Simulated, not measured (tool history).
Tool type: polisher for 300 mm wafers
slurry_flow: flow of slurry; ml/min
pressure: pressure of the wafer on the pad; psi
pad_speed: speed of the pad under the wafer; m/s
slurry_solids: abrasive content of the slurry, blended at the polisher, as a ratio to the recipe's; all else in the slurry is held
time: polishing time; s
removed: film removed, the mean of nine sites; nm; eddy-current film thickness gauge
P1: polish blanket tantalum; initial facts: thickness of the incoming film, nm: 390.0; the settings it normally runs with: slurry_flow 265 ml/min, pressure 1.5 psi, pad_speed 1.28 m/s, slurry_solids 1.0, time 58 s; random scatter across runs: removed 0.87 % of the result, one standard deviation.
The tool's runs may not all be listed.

run   hour  slurry_flow  pressure  pad_speed  slurry_solids  time  removed
  1    6.2          265       1.5       1.28            1.0    58   81.764
  2   14.0          265       1.5       1.28            1.0    58   82.109
  3   23.0          265       1.5       1.28            1.0    58   83.213
  4   29.6          265       0.9       1.28            1.0    58   48.733
  5   39.8          265       1.5       1.28            1.0    87  125.130
  6   48.5          265       1.5       1.28            1.0    58   80.574
  7   56.0          265       1.5       1.28            1.0    58   82.683
  8   62.6          265       2.0       1.88            1.0    58  160.980
  9   72.3          265       2.3       1.28            1.0    58  126.560
 10   79.5          265       1.5       1.28            0.5    58   63.946
 11   84.5          265       1.5       0.70            1.0    58   44.446
 12   92.7          265       1.5       1.28            1.3    58   88.223
 13  102.3          265       1.5       1.28            1.0    29   41.164
 14  112.6          385       1.5       1.28            1.0    58   84.476
 15  123.3          265       1.5       1.28            1.0    58   82.583
 16  133.0          265       1.5       1.88            1.0    58  120.410
 17  141.9          170       1.5       1.28            1.0    58   77.006
 18  147.6          265       1.5       1.28            1.0    58   83.251
 19  152.5          265       1.5       1.28            1.0    58   80.166
 20  158.4          265       1.5       1.28            1.0    58   79.156
 21  165.6          265       1.5       1.28            1.0    58   77.266
 22  171.5          265       1.5       1.28            1.0    58   76.756
     173.1  -- slurry nozzle cleaned
     176.1  -- head pressure recalibrated
 23  181.6          265       1.5       1.28            1.0    58   76.114
 24  190.7          265       1.5       1.28            1.0    58   75.017
 25  198.7          265       1.5       1.28            1.0    58   75.729

What P1 gives has crept away from where it was. These 2 causes fit the log equally well, each at the size given:
A: abrasive missing from the slurry, % = 24.6
B: removal rate lost through wear of the pad, % = 8.51
Creep in the process output first set in at about hour 147.6.
Ruled out, with reasons:
slurry flow missing at the pad, %: its service at hour 173.1 followed the start of the drift and did not put the process back to its old value
head's pressure below its setpoint, %: its service at hour 176.1 followed the start of the drift and did not put the process back to its old value

Which of the 4 check runs listed below, each an average over 5 wafers with its results shown as question marks, gives clearly different results under the different listed causes?
check 1  206.7          265       2.3       1.60            1.0    58        ?
check 2  206.7          265       2.2       1.28            1.0    39        ?
check 3  206.7          265       1.5       0.78            1.0    58        ?
check 4  206.7          355       1.5       1.28            0.6    58        ?

Predicted outcomes, by check and by cause:
  check   result     if A     if B
check 1  removed  144.250  144.280
check 2  removed   74.225   74.239
check 3  removed   45.864   45.872
check 4  removed   62.721   64.872
How far apart the two closest causes lie, in the result that separates them most: check 1 0.02 %; check 2 0.02 %; check 3 0.02 %; check 4 3.37 %
The causes can be told apart only by check 4. The other checks would give nearly the same results under each of them.

Check 4 was then run and gave: removed 62.858 nm. Which cause is it?

It is A: abrasive missing from the slurry, %.
